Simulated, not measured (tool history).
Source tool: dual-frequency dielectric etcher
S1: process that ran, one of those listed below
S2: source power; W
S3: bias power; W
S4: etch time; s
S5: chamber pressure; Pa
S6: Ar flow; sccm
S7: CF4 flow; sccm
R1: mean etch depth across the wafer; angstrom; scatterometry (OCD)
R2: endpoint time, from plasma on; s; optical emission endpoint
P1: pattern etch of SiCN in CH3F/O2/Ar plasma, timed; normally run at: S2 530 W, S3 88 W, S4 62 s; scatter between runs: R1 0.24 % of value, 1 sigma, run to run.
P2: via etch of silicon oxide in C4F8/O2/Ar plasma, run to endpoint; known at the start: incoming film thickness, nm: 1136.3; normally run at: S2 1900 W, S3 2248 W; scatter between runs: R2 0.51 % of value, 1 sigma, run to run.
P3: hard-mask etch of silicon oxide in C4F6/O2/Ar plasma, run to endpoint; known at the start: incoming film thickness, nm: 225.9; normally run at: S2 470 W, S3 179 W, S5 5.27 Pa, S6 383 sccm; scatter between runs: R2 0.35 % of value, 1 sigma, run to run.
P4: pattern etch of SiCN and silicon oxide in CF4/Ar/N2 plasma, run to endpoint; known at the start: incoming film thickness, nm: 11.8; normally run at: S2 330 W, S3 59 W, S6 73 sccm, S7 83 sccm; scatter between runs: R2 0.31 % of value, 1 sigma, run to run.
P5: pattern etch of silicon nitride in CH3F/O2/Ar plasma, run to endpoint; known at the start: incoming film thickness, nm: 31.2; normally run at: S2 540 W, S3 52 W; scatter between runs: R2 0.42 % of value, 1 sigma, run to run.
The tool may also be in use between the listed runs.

run 1 hour=6.9 | S1=P1 S2=530 S3=88 S4=62 | R1=279.48
run 2 hour=11.5 | S1=P1 S2=530 S3=116 S4=75 | R1=373.25
run 3 hour=16.6 | S1=P3 S2=470 S3=179 S5=7.47 S6=383 | R2=74.464
run 4 hour=24.4 | S1=P1 S2=660 S3=88 S4=49.5 | R1=243.25
run 5 hour=28.6 | S1=P3 S2=470 S3=179 S5=5.27 S6=494 | R2=72.967
run 6 hour=37.8 | S1=P1 S2=530 S3=88 S4=47 | R1=212.03
run 7 hour=45.1 | S1=P5 S2=540 S3=52 | R2=44.754
-- hour=45.2 bias power generator calibrated
run 8 hour=54 | S1=P1 S2=530 S3=88 S4=89.5 | R1=403.14
run 9 hour=60.7 | S1=P2 S2=1220 S3=2248 | R2=262.48
run 10 hour=65.6 | S1=P1 S2=530 S3=109 S4=41.5 | R1=202.84
run 11 hour=73.3 | S1=P2 S2=1900 S3=2863 | R2=204.95
run 12 hour=82 | S1=P3 S2=470 S3=112 S5=5.27 S6=383 | R2=82.165
run 13 hour=89.5 | S1=P5 S2=540 S3=52 | R2=44.451
run 14 hour=95.4 | S1=P3 S2=470 S3=179 S5=5.27 S6=383 | R2=71.111
run 15 hour=104 | S1=P1 S2=530 S3=55 S4=62 | R1=237.3
run 16 hour=110.7 | S1=P5 S2=760 S3=52 | R2=39.002
run 17 hour=118 | S1=P4 S2=330 S3=59 S6=73 S7=83 | R2=17.715
run 18 hour=127 | S1=P2 S2=1900 S3=2248 | R2=219.69
run 19 hour=134.2 | S1=P2 S2=1900 S3=2248 | R2=219.44

Run 20 is up next; what results do you expect?
run 20 hour=139 | S1=P1 S2=530 S3=88 S4=62 | R1=?

Logged for run 20: R1 279.44 angstrom.
